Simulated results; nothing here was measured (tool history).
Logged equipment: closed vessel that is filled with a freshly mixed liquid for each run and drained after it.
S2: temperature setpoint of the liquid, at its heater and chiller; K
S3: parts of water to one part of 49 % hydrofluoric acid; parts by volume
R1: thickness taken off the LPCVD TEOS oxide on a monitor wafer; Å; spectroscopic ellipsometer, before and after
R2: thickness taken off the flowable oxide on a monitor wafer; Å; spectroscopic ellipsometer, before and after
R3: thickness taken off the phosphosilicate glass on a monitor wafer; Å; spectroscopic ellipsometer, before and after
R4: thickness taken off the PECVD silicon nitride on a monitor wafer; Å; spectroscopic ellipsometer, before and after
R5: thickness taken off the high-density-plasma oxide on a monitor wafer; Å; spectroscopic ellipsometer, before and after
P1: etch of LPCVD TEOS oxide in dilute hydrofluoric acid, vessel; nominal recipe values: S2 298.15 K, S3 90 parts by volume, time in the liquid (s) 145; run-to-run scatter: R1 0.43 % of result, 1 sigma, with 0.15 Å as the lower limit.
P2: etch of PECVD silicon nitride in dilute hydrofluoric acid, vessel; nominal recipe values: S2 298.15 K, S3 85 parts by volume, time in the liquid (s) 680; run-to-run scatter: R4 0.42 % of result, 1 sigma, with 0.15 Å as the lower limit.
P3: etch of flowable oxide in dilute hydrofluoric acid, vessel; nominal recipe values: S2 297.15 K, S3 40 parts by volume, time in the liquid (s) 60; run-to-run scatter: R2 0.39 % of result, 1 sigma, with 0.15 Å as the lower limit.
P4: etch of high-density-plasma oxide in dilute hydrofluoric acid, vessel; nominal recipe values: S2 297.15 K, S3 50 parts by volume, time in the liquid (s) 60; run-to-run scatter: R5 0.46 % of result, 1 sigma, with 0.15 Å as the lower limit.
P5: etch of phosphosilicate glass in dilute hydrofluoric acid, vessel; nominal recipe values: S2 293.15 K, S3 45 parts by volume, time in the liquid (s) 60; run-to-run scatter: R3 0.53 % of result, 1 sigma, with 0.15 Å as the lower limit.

{"run": 1, "day": 0.542, "process that ran": "P1", "S2": 298.15, "S3": 90, "time in the liquid (s)": 145, "R1": 384.59}
{"run": 2, "day": 1.158, "process that ran": "P1", "S2": 298.15, "S3": 90, "time in the liquid (s)": 145, "R1": 382.87}
{"run": 3, "day": 1.533, "process that ran": "P3", "S2": 297.15, "S3": 40, "time in the liquid (s)": 95, "R2": 1469.5}
{"run": 4, "day": 1.9, "process that ran": "P1", "S2": 298.15, "S3": 90, "time in the liquid (s)": 30, "R1": 80.21}
{"run": 5, "day": 2.192, "process that ran": "P3", "S2": 297.15, "S3": 40, "time in the liquid (s)": 60, "R2": 925.93}
{"run": 6, "day": 2.567, "process that ran": "P1", "S2": 305.15, "S3": 90, "time in the liquid (s)": 215, "R1": 745.9}
{"run": 7, "day": 3.121, "process that ran": "P5", "S2": 293.15, "S3": 45, "time in the liquid (s)": 60, "R3": 2479.4}
{"run": 8, "day": 3.571, "process that ran": "P2", "S2": 298.15, "S3": 35, "time in the liquid (s)": 680, "R4": 712.21}
{"run": 9, "day": 4.171, "process that ran": "P4", "S2": 297.15, "S3": 90, "time in the liquid (s)": 60, "R5": 34}
{"run": 10, "day": 4.75, "process that ran": "P1", "S2": 298.15, "S3": 90, "time in the liquid (s)": 145, "R1": 385.52}
{"run": 11, "day": 5.308, "process that ran": "P1", "S2": 305.65, "S3": 90, "time in the liquid (s)": 145, "R1": 511.69}
{"run": 12, "day": 5.871, "process that ran": "P1", "S2": 290.15, "S3": 90, "time in the liquid (s)": 145, "R1": 276.99}
{"run": 13, "day": 6.292, "process that ran": "P4", "S2": 290.65, "S3": 50, "time in the liquid (s)": 60, "R5": 49.108}
{"run": 14, "day": 6.808, "process that ran": "P1", "S2": 298.15, "S3": 55, "time in the liquid (s)": 145, "R1": 656.9}
{"run": 15, "day": 7.158, "process that ran": "P1", "S2": 298.15, "S3": 90, "time in the liquid (s)": 145, "R1": 382.28}
{"run": 16, "day": 7.612, "process that ran": "P4", "S2": 297.15, "S3": 50, "time in the liquid (s)": 30, "R5": 32.043}
{"run": 17, "day": 8.042, "process that ran": "P2", "S2": 298.15, "S3": 85, "time in the liquid (s)": 680, "R4": 298.37}
{"run": 18, "day": 8.467, "process that ran": "P4", "S2": 297.15, "S3": 50, "time in the liquid (s)": 60, "R5": 64.616}
{"run": 19, "day": 8.946, "process that ran": "P5", "S2": 293.15, "S3": 45, "time in the liquid (s)": 60, "R3": 2480}
{"run": 20, "day": 9.546, "process that ran": "P3", "S2": 297.15, "S3": 20, "time in the liquid (s)": 60, "R2": 1885.7}
{"run": 21, "day": 10.142, "process that ran": "P2", "S2": 298.15, "S3": 85, "time in the liquid (s)": 155, "R4": 67.295}
{"run": 22, "day": 10.554, "process that ran": "P3", "S2": 302.65, "S3": 40, "time in the liquid (s)": 60, "R2": 1162.7}
{"run": 23, "day": 11.012, "process that ran": "P1", "S2": 298.15, "S3": 160, "time in the liquid (s)": 145, "R1": 200.65}
{"run": 24, "day": 11.312, "process that ran": "P2", "S2": 298.15, "S3": 85, "time in the liquid (s)": 680, "R4": 297.32}
{"run": 25, "day": 11.933, "process that ran": "P1", "S2": 298.15, "S3": 90, "time in the liquid (s)": 235, "R1": 621.53}
{"run": 26, "day": 12.329, "process that ran": "P5", "S2": 293.15, "S3": 45, "time in the liquid (s)": 30, "R3": 1234.9}
{"run": 27, "day": 12.833, "process that ran": "P1", "S2": 298.15, "S3": 90, "time in the liquid (s)": 145, "R1": 385.08}
{"run": 28, "day": 13.308, "process that ran": "P1", "S2": 298.15, "S3": 90, "time in the liquid (s)": 145, "R1": 382.81}
{"run": 29, "day": 13.896, "process that ran": "P2", "S2": 291.15, "S3": 85, "time in the liquid (s)": 680, "R4": 183.57}
{"run": 30, "day": 14.321, "process that ran": "P4", "S2": 297.15, "S3": 50, "time in the liquid (s)": 60, "R5": 64.408}
{"run": 31, "day": 14.725, "process that ran": "P1", "S2": 298.15, "S3": 90, "time in the liquid (s)": 145, "R1": 384.65}
{"run": 32, "day": 15.292, "process that ran": "P5", "S2": 293.15, "S3": 75, "time in the liquid (s)": 60, "R3": 1439.9}
{"run": 33, "day": 15.754, "process that ran": "P5", "S2": 300.65, "S3": 45, "time in the liquid (s)": 60, "R3": 3382.7}
{"run": 34, "day": 16.288, "process that ran": "P3", "S2": 297.15, "S3": 40, "time in the liquid (s)": 60, "R2": 926.84}
{"run": 35, "day": 16.696, "process that ran": "P1", "S2": 298.15, "S3": 90, "time in the liquid (s)": 145, "R1": 384.79}
{"run": 36, "day": 17.3, "process that ran": "P1", "S2": 298.15, "S3": 90, "time in the liquid (s)": 145, "R1": 404.64}
{"run": 37, "day": 17.812, "process that ran": "P1", "S2": 298.15, "S3": 90, "time in the liquid (s)": 145, "R1": 407.27}
{"run": 38, "day": 18.133, "process that ran": "P1", "S2": 298.15, "S3": 90, "time in the liquid (s)": 145, "R1": 412.05}
{"run": 39, "day": 18.612, "process that ran": "P1", "S2": 298.15, "S3": 90, "time in the liquid (s)": 145, "R1": 413.54}
{"run": 40, "day": 19.054, "process that ran": "P1", "S2": 298.15, "S3": 90, "time in the liquid (s)": 145, "R1": 419.24}
{"run": 41, "day": 19.471, "process that ran": "P1", "S2": 298.15, "S3": 90, "time in the liquid (s)": 145, "R1": 417.32}
{"run": 42, "day": 20.012, "process that ran": "P1", "S2": 298.15, "S3": 90, "time in the liquid (s)": 145, "R1": 421.28}
{"run": 43, "day": 20.617, "process that ran": "P1", "S2": 298.15, "S3": 90, "time in the liquid (s)": 145, "R1": 421.98}

P1 no longer gives what it gave before; its output has crept away from where it was. The following 2 causes, each at its listed size, fit the log equally well:
A: liquid hotter than its thermometer reads (K) = 2.34
B: hydrofluoric acid flow above the setpoint (%) = 8.57
At approximately day 16.696, the process output began to creep.

Of the 4 check runs listed below, each run on one wafer and each result written as a question mark, which would let you distinguish the listed causes because they would give clearly different results?
{"run": "check 1", "day": 21.221, "process that ran": "P3", "S2": 297.15, "S3": 40, "time in the liquid (s)": 60, "R2": "?"}
{"run": "check 2", "day": 21.221, "process that ran": "P5", "S2": 293.15, "S3": 45, "time in the liquid (s)": 60, "R3": "?"}
{"run": "check 3", "day": 21.221, "process that ran": "P2", "S2": 298.15, "S3": 85, "time in the liquid (s)": 680, "R4": "?"}
{"run": "check 4", "day": 21.221, "process that ran": "P4", "S2": 297.15, "S3": 50, "time in the liquid (s)": 60, "R5": "?"}

Expected result of each check under each candidate cause:
check=check_1 result=R2 if_A=1018.3 if_B=1008.5
check=check_2 result=R3 if_A=2734.7 if_B=2701.1
check=check_3 result=R4 if_A=345.51 if_B=321.71
check=check_4 result=R5 if_A=70.937 if_B=70.381
Minimum pairwise separation of causes per check, each pair taken at its best-separating result: check 1 0.97 %; check 2 1.24 %; check 3 7.14 %; check 4 0.79 %
The causes can be told apart only by check 3. The other checks would give nearly the same results under each of them.

After running check 3, the following was obtained: R4 320.95 Å. Which cause does this point to?

It is B: hydrofluoric acid flow above the setpoint (%).
